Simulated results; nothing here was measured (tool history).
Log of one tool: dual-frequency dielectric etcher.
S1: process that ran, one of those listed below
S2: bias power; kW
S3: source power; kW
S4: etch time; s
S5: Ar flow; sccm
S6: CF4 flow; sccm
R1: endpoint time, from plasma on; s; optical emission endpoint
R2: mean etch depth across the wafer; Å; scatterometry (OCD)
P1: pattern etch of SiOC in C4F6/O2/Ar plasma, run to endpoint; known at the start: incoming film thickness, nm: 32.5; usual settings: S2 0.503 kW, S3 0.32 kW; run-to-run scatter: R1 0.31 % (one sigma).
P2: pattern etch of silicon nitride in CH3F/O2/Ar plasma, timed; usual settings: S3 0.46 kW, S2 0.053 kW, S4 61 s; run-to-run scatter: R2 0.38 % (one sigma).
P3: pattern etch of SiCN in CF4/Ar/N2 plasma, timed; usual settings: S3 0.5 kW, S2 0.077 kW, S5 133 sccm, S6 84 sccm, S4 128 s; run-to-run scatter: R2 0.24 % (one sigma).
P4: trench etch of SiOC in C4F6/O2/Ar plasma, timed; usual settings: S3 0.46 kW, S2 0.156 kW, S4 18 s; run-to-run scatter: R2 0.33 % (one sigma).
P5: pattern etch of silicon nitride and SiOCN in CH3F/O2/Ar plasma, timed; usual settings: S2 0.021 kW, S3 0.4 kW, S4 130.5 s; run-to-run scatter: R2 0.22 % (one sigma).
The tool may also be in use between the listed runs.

run,hour,S1,S2,S3,S4,S5,S6,R1,R2
1,2.2,P1,0.503,0.32,,,,11.759,
2,6,P1,0.503,0.45,,,,10.348,
3,8.2,P2,0.053,0.46,61,,,,407.06
4,10.6,P1,0.627,0.32,,,,10.796,
5,12.4,P1,0.344,0.2,,,,16.199,
6,15.4,P1,0.503,0.25,,,,12.924,
7,18.2,P1,0.503,0.32,,,,11.741,
8,21.6,P3,0.052,0.5,128,133,84,,1084
9,25.3,P4,0.156,0.46,18,,,,369.4
10,27.7,P2,0.053,0.46,61,,,,405.43
11,30.6,P1,0.602,0.19,,,,13.309,
12,33.8,P2,0.053,0.46,82,,,,542.97
13,36.5,P3,0.077,0.5,128,133,52,,1147.2
14,40.6,P1,0.629,0.24,,,,11.984,
15,44.6,P1,0.503,0.32,,,,11.84,
16,48.6,P5,0.021,0.4,130.5,,,,173.63
17,51.8,P3,0.077,0.5,128,133,84,,1247.3
18,54.9,P3,0.077,0.63,128,133,84,,1516.8
19,57.9,P5,0.014,0.4,130.5,,,,146.97
20,61.9,P4,0.156,0.46,18,,,,369.6
21,63.8,P4,0.156,0.62,18,,,,418.39
22,66.1,P5,0.021,0.4,167,,,,221.99
23,69.2,P2,0.053,0.58,61,,,,444.46
# hour 71.1: wet clean of the chamber
24,71.9,P3,0.077,0.5,128,133,84,,1234.8
25,73.8,P3,0.077,0.5,128,94,84,,1305
26,76.2,P1,0.503,0.32,,,,11.728,
27,79.8,P5,0.021,0.52,130.5,,,,190.47
28,82.3,P4,0.156,0.46,12.5,,,,256.04

Forecast run 29:
29,84.4,P4,0.103,0.46,18,,,,?

{"run 29": {"R2": 328.54}}
